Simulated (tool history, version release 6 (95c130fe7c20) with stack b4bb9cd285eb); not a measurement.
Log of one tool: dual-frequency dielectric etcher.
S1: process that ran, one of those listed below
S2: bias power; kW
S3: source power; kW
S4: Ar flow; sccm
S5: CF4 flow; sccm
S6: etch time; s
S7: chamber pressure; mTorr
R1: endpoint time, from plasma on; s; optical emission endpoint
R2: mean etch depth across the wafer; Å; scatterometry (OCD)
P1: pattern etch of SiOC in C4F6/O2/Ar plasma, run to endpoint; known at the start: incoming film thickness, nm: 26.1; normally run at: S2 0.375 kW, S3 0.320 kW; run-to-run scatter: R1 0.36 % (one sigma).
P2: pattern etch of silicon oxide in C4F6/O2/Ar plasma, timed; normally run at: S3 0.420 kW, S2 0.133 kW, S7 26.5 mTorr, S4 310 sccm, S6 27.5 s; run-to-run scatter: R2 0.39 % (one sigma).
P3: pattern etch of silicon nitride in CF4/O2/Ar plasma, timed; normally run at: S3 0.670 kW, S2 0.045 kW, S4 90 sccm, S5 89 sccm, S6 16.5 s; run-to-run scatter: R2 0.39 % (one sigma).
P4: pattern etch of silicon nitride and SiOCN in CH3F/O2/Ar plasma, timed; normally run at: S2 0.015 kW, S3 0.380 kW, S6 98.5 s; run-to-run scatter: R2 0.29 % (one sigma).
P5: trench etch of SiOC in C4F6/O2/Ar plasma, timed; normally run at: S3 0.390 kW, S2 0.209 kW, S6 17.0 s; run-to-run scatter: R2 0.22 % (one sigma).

{"run": 1, "hour": 11.4, "S1": "P1", "S2": 0.375, "S3": 0.32, "R1": 10.733}
{"run": 2, "hour": 23.3, "S1": "P3", "S2": 0.029, "S3": 0.67, "S4": 90, "S5": 89, "S6": 16.5, "R2": 335.45}
{"run": 3, "hour": 31.4, "S1": "P2", "S2": 0.133, "S3": 0.42, "S4": 310, "S6": 27.5, "S7": 32.5, "R2": 781.06}
{"run": 4, "hour": 40.7, "S1": "P3", "S2": 0.045, "S3": 0.67, "S4": 90, "S5": 89, "S6": 16.5, "R2": 387.85}
{"run": 5, "hour": 55.1, "S1": "P5", "S2": 0.209, "S3": 0.39, "S6": 23.0, "R2": 492.97}
{"run": 6, "hour": 68.6, "S1": "P4", "S2": 0.015, "S3": 0.38, "S6": 74.0, "R2": 80.514}
{"run": 7, "hour": 80.3, "S1": "P1", "S2": 0.375, "S3": 0.32, "R1": 10.682}
{"run": 8, "hour": 88.7, "S1": "P3", "S2": 0.045, "S3": 0.67, "S4": 60, "S5": 89, "S6": 16.5, "R2": 408.72}
{"run": 9, "hour": 96.7, "S1": "P1", "S2": 0.236, "S3": 0.23, "R1": 14.213}
{"run": 10, "hour": 103.5, "S1": "P1", "S2": 0.375, "S3": 0.32, "R1": 10.745}
{"run": 11, "hour": 110.5, "S1": "P1", "S2": 0.375, "S3": 0.43, "R1": 9.6238}
{"run": 12, "hour": 122.2, "S1": "P1", "S2": 0.533, "S3": 0.32, "R1": 9.419}
{"run": 13, "hour": 131.6, "S1": "P4", "S2": 0.015, "S3": 0.38, "S6": 98.5, "R2": 107.95}
{"run": 14, "hour": 139.9, "S1": "P2", "S2": 0.133, "S3": 0.42, "S4": 310, "S6": 27.5, "S7": 26.5, "R2": 803.27}
{"run": 15, "hour": 149.3, "S1": "P1", "S2": 0.375, "S3": 0.32, "R1": 10.754}
{"run": 16, "hour": 162.4, "S1": "P2", "S2": 0.133, "S3": 0.42, "S4": 219, "S6": 27.5, "S7": 26.5, "R2": 833.31}
{"run": 17, "hour": 176.4, "S1": "P4", "S2": 0.015, "S3": 0.55, "S6": 98.5, "R2": 122.71}
{"run": 18, "hour": 189.2, "S1": "P2", "S2": 0.094, "S3": 0.42, "S4": 310, "S6": 27.5, "S7": 26.5, "R2": 729.55}
{"run": 19, "hour": 198.4, "S1": "P3", "S2": 0.045, "S3": 0.95, "S4": 90, "S5": 89, "S6": 16.5, "R2": 531.01}
{"run": 20, "hour": 206.2, "S1": "P5", "S2": 0.152, "S3": 0.39, "S6": 17.0, "R2": 328.95}
{"run": 21, "hour": 220.7, "S1": "P5", "S2": 0.209, "S3": 0.26, "S6": 17.0, "R2": 310.77}
{"run": 22, "hour": 231.4, "S1": "P2", "S2": 0.133, "S3": 0.58, "S4": 310, "S6": 27.5, "S7": 26.5, "R2": 915.0}
{"run": 23, "hour": 241.7, "S1": "P2", "S2": 0.133, "S3": 0.42, "S4": 310, "S6": 37.5, "S7": 26.5, "R2": 1094.0}
{"run": 24, "hour": 248.8, "S1": "P5", "S2": 0.209, "S3": 0.39, "S6": 17.0, "R2": 362.84}
{"run": 25, "hour": 260.7, "S1": "P2", "S2": 0.133, "S3": 0.42, "S4": 310, "S6": 27.5, "S7": 26.5, "R2": 800.03}
{"run": 26, "hour": 268.3, "S1": "P4", "S2": 0.021, "S3": 0.38, "S6": 98.5, "R2": 123.88}
{"run": 27, "hour": 277.7, "S1": "P1", "S2": 0.258, "S3": 0.32, "R1": 12.286}
{"run": 28, "hour": 287.0, "S1": "P1", "S2": 0.375, "S3": 0.32, "R1": 10.701}
{"run": 29, "hour": 301.4, "S1": "P1", "S2": 0.375, "S3": 0.32, "R1": 10.742}
{"run": 30, "hour": 310.8, "S1": "P1", "S2": 0.375, "S3": 0.22, "R1": 12.304}
{"run": 31, "hour": 324.3, "S1": "P3", "S2": 0.045, "S3": 0.67, "S4": 90, "S5": 89, "S6": 9.0, "R2": 212.77}
{"run": 32, "hour": 335.5, "S1": "P3", "S2": 0.045, "S3": 0.67, "S4": 90, "S5": 121, "S6": 16.5, "R2": 402.87}
{"run": 33, "hour": 347.9, "S1": "P1", "S2": 0.375, "S3": 0.32, "R1": 10.719}
{"run": 34, "hour": 361.6, "S1": "P1", "S2": 0.375, "S3": 0.32, "R1": 10.676}
{"run": 35, "hour": 374.1, "S1": "P1", "S2": 0.375, "S3": 0.32, "R1": 10.823}
{"run": 36, "hour": 384.7, "S1": "P1", "S2": 0.375, "S3": 0.32, "R1": 10.808}
{"run": 37, "hour": 396.9, "S1": "P1", "S2": 0.375, "S3": 0.32, "R1": 10.841}
{"hour": 406.4, "done": "wet clean of the chamber"}
{"run": 38, "hour": 411.1, "S1": "P1", "S2": 0.375, "S3": 0.32, "R1": 10.879}
{"run": 39, "hour": 425.6, "S1": "P1", "S2": 0.375, "S3": 0.32, "R1": 10.928}
{"run": 40, "hour": 438.0, "S1": "P1", "S2": 0.375, "S3": 0.32, "R1": 10.851}
{"run": 41, "hour": 448.0, "S1": "P1", "S2": 0.375, "S3": 0.32, "R1": 10.93}
{"run": 42, "hour": 456.7, "S1": "P1", "S2": 0.375, "S3": 0.32, "R1": 10.918}
{"run": 43, "hour": 465.6, "S1": "P1", "S2": 0.375, "S3": 0.32, "R1": 10.957}
{"run": 44, "hour": 473.9, "S1": "P1", "S2": 0.375, "S3": 0.32, "R1": 10.916}
{"run": 45, "hour": 480.7, "S1": "P1", "S2": 0.375, "S3": 0.32, "R1": 10.931}

What P1 gives has crept away from where it was. These 2 causes fit the log equally well, each at the size given:
A: bias power that arrives under what is set, % = 4.91
B: source power that arrives under what is set, % = 4.75
The creep began at about hour 361.6.
Why every other cause is out:
chamber walls in a state that lowers the etch rate, %: serviced at hour 406.4, which brought nothing back

4 check runs are offered, each on 2 wafers whose results are averaged, their results left as question marks. Which one tells the causes apart?
{"run": "check 1", "hour": 487.5, "S1": "P2", "S2": 0.133, "S3": 0.42, "S4": 310, "S6": 27.5, "S7": 26.5, "R2": "?"}
{"run": "check 2", "hour": 487.5, "S1": "P5", "S2": 0.209, "S3": 0.39, "S6": 17.0, "R2": "?"}
{"run": "check 3", "hour": 487.5, "S1": "P3", "S2": 0.045, "S3": 0.67, "S4": 90, "S5": 89, "S6": 16.5, "R2": "?"}
{"run": "check 4", "hour": 487.5, "S1": "P4", "S2": 0.015, "S3": 0.38, "S6": 98.5, "R2": "?"}

What each check would give under each cause:
check=check_1 result=R2 if_A=793.450 if_B=789.760
check=check_2 result=R2 if_A=357.750 if_B=356.900
check=check_3 result=R2 if_A=381.210 if_B=371.900
check=check_4 result=R2 if_A=104.900 if_B=105.200
How far apart the two closest causes lie, in the result that separates them most: check 1 0.47 %; check 2 0.24 %; check 3 2.47 %; check 4 0.29 %
Only check 3 tells the causes apart: in the others they would give nearly the same result.

Then check 3 was run and gave: R2 379.680 Å. Which cause is it?

It is A: bias power that arrives under what is set, %.
